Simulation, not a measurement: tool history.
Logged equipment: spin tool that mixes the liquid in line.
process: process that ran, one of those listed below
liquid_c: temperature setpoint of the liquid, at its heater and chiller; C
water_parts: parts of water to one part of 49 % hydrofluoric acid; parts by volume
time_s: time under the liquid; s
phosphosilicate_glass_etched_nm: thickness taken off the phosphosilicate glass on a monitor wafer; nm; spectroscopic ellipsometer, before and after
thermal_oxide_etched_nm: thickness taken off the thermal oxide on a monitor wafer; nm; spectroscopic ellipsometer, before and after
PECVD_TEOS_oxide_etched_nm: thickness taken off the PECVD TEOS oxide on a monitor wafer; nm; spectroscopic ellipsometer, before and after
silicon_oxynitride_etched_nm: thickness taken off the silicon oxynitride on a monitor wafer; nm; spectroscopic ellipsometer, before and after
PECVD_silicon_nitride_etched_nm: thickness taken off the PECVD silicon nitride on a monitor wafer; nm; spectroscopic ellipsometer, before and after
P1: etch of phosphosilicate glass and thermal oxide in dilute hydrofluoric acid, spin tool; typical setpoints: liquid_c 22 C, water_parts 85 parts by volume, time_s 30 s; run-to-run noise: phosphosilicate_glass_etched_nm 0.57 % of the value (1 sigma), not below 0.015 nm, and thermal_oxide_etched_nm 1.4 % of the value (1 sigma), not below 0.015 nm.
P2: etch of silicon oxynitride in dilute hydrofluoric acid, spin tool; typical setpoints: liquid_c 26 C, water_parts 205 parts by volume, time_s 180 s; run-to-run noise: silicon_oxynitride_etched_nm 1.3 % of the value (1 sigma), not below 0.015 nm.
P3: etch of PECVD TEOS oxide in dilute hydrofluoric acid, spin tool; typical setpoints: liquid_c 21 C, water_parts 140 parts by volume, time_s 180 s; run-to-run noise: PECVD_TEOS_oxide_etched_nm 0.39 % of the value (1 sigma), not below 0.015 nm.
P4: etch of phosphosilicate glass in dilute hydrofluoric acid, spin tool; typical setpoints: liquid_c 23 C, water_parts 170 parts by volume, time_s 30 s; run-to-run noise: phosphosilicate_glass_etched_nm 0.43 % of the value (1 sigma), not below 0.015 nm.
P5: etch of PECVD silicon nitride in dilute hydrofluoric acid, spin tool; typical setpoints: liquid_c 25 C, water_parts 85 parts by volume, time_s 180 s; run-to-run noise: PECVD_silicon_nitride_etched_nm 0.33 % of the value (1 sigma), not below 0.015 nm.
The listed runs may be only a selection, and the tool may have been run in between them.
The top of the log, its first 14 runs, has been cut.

run	hour	process	liquid_c	water_parts	time_s	phosphosilicate_glass_etched_nm	thermal_oxide_etched_nm	PECVD_TEOS_oxide_etched_nm	silicon_oxynitride_etched_nm	PECVD_silicon_nitride_etched_nm
15	158.3	P1	22	85	30	54.398	1.5165			
16	170.3	P4	17	170	30	20.517				
17	179.1	P1	22	85	30	54.097	1.4972			
18	191.8	P5	17	85	180					6.5247
19	200.7	P2	26	290	180				1.0236	
20	210.7	P3	21	140	300			31.001		
21	219.4	P1	22	85	45	80.357	2.267			
22	231.1	P1	17	85	30	43.693	1.2235			
23	238.1	P5	25	85	180					11.266
24	244.2	P5	25	20	180					46.044
25	255.6	P2	26	205	20				0.16173	
26	267.3	P1	25.5	85	30	62.005	1.7853			

The next listed run, before its measurement:
27	273.2	P4	23	170	30	?				

Run 27 measured phosphosilicate_glass_etched_nm 25.821 nm.
